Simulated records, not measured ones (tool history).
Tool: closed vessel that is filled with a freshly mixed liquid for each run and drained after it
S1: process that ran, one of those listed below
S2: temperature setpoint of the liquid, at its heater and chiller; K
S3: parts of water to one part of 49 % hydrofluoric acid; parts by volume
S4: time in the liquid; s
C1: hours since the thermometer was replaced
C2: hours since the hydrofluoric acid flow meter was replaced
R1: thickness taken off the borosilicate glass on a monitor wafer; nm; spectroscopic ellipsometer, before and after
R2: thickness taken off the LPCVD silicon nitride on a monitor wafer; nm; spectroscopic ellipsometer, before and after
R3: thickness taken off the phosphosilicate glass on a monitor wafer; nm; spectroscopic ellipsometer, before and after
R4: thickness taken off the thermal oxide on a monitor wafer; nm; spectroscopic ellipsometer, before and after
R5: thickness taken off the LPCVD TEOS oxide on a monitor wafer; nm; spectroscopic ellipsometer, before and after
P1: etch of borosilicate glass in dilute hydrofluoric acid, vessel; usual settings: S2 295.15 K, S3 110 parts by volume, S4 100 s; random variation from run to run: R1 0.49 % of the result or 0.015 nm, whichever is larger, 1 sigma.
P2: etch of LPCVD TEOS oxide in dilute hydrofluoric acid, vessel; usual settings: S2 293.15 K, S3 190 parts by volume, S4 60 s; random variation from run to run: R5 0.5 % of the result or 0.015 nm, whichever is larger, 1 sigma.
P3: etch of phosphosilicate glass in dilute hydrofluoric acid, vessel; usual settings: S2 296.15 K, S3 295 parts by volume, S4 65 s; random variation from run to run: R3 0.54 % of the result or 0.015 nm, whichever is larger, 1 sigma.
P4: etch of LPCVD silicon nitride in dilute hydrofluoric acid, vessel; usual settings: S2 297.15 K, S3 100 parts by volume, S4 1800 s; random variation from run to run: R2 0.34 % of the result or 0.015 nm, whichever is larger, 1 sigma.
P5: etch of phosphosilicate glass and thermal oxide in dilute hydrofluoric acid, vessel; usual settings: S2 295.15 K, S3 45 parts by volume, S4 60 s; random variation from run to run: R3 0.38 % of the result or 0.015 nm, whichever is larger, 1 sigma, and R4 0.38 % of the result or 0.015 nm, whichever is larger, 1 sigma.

run 1 hour=12.4 | S1=P1 S2=295.15 S3=110 S4=100 | C1=1136.7 C2=128.8 | R1=40.1770
run 2 hour=23.3 | S1=P4 S2=302.65 S3=100 S4=1800 | C1=1147.6 C2=139.7 | R2=14.0400
run 3 hour=34.9 | S1=P4 S2=297.15 S3=60 S4=1800 | C1=1159.2 C2=151.3 | R2=16.3610
run 4 hour=43.9 | S1=P4 S2=297.15 S3=100 S4=1800 | C1=1168.2 C2=160.3 | R2=9.8381
run 5 hour=53.2 | S1=P1 S2=295.15 S3=110 S4=100 | C1=1177.5 C2=169.6 | R1=40.3430
run 6 hour=66.9 | S1=P3 S2=296.15 S3=425 S4=65 | C1=1191.2 C2=183.3 | R3=6.9103
run 7 hour=73.5 | S1=P5 S2=295.15 S3=20 S4=60 | C1=1197.8 C2=189.9 | R3=260.0400 R4=14.3470
-- hour=85.5 hydrofluoric acid flow meter replaced
run 8 hour=87.2 | S1=P1 S2=295.15 S3=110 S4=100 | C1=1211.5 C2=1.7 | R1=40.2980
run 9 hour=98.1 | S1=P4 S2=297.15 S3=100 S4=145 | C1=1222.4 C2=12.6 | R2=0.8051
run 10 hour=109.5 | S1=P3 S2=296.15 S3=295 S4=115 | C1=1233.8 C2=24.0 | R3=19.6320
run 11 hour=120.8 | S1=P1 S2=300.65 S3=110 S4=100 | C1=1245.1 C2=35.3 | R1=50.2730
run 12 hour=128.4 | S1=P5 S2=300.65 S3=45 S4=60 | C1=1252.7 C2=42.9 | R3=141.1200 R4=7.6804
run 13 hour=139.8 | S1=P1 S2=295.15 S3=110 S4=40 | C1=1264.1 C2=54.3 | R1=16.2100
run 14 hour=152.6 | S1=P2 S2=293.15 S3=190 S4=60 | C1=1276.9 C2=67.1 | R5=11.2850
run 15 hour=162.1 | S1=P2 S2=293.15 S3=260 S4=60 | C1=1286.4 C2=76.6 | R5=7.7484
run 16 hour=173.5 | S1=P1 S2=295.15 S3=170 S4=30 | C1=1297.8 C2=88.0 | R1=7.2977
run 17 hour=184.4 | S1=P1 S2=290.15 S3=110 S4=100 | C1=1308.7 C2=98.9 | R1=32.8080
run 18 hour=193.8 | S1=P1 S2=295.15 S3=110 S4=175 | C1=1318.1 C2=108.3 | R1=70.3670
run 19 hour=207.9 | S1=P1 S2=295.15 S3=150 S4=100 | C1=1332.2 C2=122.4 | R1=28.2590
run 20 hour=218.7 | S1=P2 S2=290.15 S3=190 S4=60 | C1=1343.0 C2=133.2 | R5=10.1010
run 21 hour=232.4 | S1=P1 S2=295.15 S3=110 S4=100 | C1=1356.7 C2=146.9 | R1=39.8040
run 22 hour=240.7 | S1=P3 S2=296.15 S3=295 S4=65 | C1=1365.0 C2=155.2 | R3=11.1950
run 23 hour=249.9 | S1=P5 S2=295.15 S3=45 S4=100 | C1=1374.2 C2=164.4 | R3=186.2300 R4=10.1710
run 24 hour=262.5 | S1=P5 S2=295.15 S3=45 S4=60 | C1=1386.8 C2=177.0 | R3=111.6300 R4=6.0775
run 25 hour=272.0 | S1=P2 S2=293.15 S3=190 S4=30 | C1=1396.3 C2=186.5 | R5=5.6517
run 26 hour=281.4 | S1=P1 S2=295.15 S3=110 S4=100 | C1=1405.7 C2=195.9 | R1=40.2870
run 27 hour=293.0 | S1=P4 S2=297.15 S3=100 S4=1800 | C1=1417.3 C2=207.5 | R2=9.8483
run 28 hour=303.1 | S1=P3 S2=290.15 S3=295 S4=65 | C1=1427.4 C2=217.6 | R3=8.9784
run 29 hour=317.3 | S1=P5 S2=295.15 S3=45 S4=60 | C1=1441.6 C2=231.8 | R3=111.6200 R4=6.1422
run 30 hour=330.5 | S1=P1 S2=295.15 S3=50 S4=100 | C1=1454.8 C2=245.0 | R1=95.2420
run 31 hour=344.6 | S1=P1 S2=295.15 S3=110 S4=100 | C1=1468.9 C2=259.1 | R1=40.5370
run 32 hour=355.2 | S1=P1 S2=295.15 S3=110 S4=100 | C1=1479.5 C2=269.7 | R1=40.9350
run 33 hour=367.2 | S1=P1 S2=295.15 S3=110 S4=100 | C1=1491.5 C2=281.7 | R1=41.5600
run 34 hour=379.6 | S1=P1 S2=295.15 S3=110 S4=100 | C1=1503.9 C2=294.1 | R1=41.6580
run 35 hour=385.9 | S1=P1 S2=295.15 S3=110 S4=100 | C1=1510.2 C2=300.4 | R1=41.7520
run 36 hour=400.1 | S1=P1 S2=295.15 S3=110 S4=100 | C1=1524.4 C2=314.6 | R1=42.0950
run 37 hour=411.3 | S1=P1 S2=295.15 S3=110 S4=100 | C1=1535.6 C2=325.8 | R1=42.6480
run 38 hour=423.4 | S1=P1 S2=295.15 S3=110 S4=100 | C1=1547.7 C2=337.9 | R1=42.6690
run 39 hour=434.9 | S1=P1 S2=295.15 S3=110 S4=100 | C1=1559.2 C2=349.4 | R1=42.2680
run 40 hour=443.6 | S1=P1 S2=295.15 S3=110 S4=100 | C1=1567.9 C2=358.1 | R1=42.7510
run 41 hour=456.6 | S1=P1 S2=295.15 S3=110 S4=100 | C1=1580.9 C2=371.1 | R1=42.7220

What P1 gives has crept away from where it was. These 2 causes fit the log equally well, each at the size given:
A: liquid hotter than its thermometer reads (K) = 1.38
B: hydrofluoric acid flow above the setpoint (%) = 4.98
The creep began at about hour 344.6.

4 check runs are offered, each on 2 wafers whose results are averaged, their results left as question marks. Which one tells the causes apart?
run check 1 hour=469.6 | S1=P2 S2=290.15 S3=190 S4=30 | R5=?
run check 2 hour=469.6 | S1=P3 S2=291.15 S3=295 S4=65 | R3=?
run check 3 hour=469.6 | S1=P4 S2=297.15 S3=100 S4=425 | R2=?
run check 4 hour=469.6 | S1=P5 S2=295.15 S3=45 S4=90 | R3=? R4=?

What each check would give under each cause:
check=check_1 result=R5 if_A=5.3247 if_B=5.3355
check=check_2 result=R3 if_A=9.8072 if_B=9.8990
check=check_3 result=R2 if_A=2.5466 if_B=2.4406
check=check_4 result=R3 if_A=177.9200 if_B=176.7800
check=check_4 result=R4 if_A=9.7396 if_B=9.6774
How far apart the two closest causes lie, in the result that separates them most: check 1 0.2 %; check 2 0.93 %; check 3 4.25 %; check 4 0.64 %
Check 3 tells the causes apart: in the others they would give nearly the same result.

Check 3 was then run and gave: R2 2.4345 nm. Which cause is it?

It is B: hydrofluoric acid flow above the setpoint (%).
